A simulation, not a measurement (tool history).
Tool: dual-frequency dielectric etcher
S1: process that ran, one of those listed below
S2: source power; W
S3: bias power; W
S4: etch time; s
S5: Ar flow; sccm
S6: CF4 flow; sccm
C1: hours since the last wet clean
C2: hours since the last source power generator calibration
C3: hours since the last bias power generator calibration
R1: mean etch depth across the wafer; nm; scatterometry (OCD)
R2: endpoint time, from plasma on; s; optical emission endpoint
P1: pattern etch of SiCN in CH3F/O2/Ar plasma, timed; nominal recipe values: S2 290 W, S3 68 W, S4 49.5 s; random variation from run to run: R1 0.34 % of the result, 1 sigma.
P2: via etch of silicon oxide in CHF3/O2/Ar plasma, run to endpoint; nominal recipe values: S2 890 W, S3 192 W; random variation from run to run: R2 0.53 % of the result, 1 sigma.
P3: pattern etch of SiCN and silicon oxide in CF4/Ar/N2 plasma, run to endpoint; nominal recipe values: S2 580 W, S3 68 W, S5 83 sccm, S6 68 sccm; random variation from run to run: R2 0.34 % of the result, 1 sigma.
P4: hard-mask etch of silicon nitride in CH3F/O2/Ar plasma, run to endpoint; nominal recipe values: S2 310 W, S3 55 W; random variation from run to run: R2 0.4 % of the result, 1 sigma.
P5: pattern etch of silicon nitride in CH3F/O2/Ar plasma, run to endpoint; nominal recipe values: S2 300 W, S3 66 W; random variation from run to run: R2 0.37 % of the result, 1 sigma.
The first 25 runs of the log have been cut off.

run   hour  S1   S2   S3    S4  S5  S6     C1      C2      C3      R1        R2
 26  241.2  P1  290   68  49.5          337.5  1834.9  2129.3  15.851
 27  250.4  P4  310   73                346.7  1844.1  2138.5           67.7720
 28  262.6  P4  230   55                358.9  1856.3  2150.7           84.0150
     263.3  -- source power generator calibrated
 29  268.4  P1  290   53  49.5          364.7     5.2  2156.5  14.478
 30  276.4  P5  300   66                372.7    13.2  2164.5           52.3070
 31  287.9  P1  230   88  49.5          384.2    24.7  2176.0  16.083
 32  297.5  P2  890  139                393.8    34.3  2185.6          212.7000
 33  308.7  P3  580   68        83  82  405.0    45.5  2196.8           11.2680
 34  316.5  P1  290   68  49.5          412.8    53.3  2204.6  15.870
 35  326.1  P1  290   68  49.5          422.4    62.9  2214.2  15.952
 36  331.9  P1  290   68  49.5          428.2    68.7  2220.0  16.014
 37  338.5  P1  290   68  49.5          434.8    75.3  2226.6  16.111
 38  350.6  P1  290   68  49.5          446.9    87.4  2238.7  16.041
     353.2  -- wet clean of the chamber
 39  356.9  P1  290   68  49.5            3.7    93.7  2245.0  16.165
 40  368.4  P1  290   68  49.5           15.2   105.2  2256.5  16.019
 41  379.3  P1  290   68  49.5           26.1   116.1  2267.4  16.175

Run 42, settings as shown, results not yet in. Your forecast:
 42  385.8  P1  290  68  49.5          32.6  122.6  2273.9   ?

{"run 42": {"R1": 16.066}}
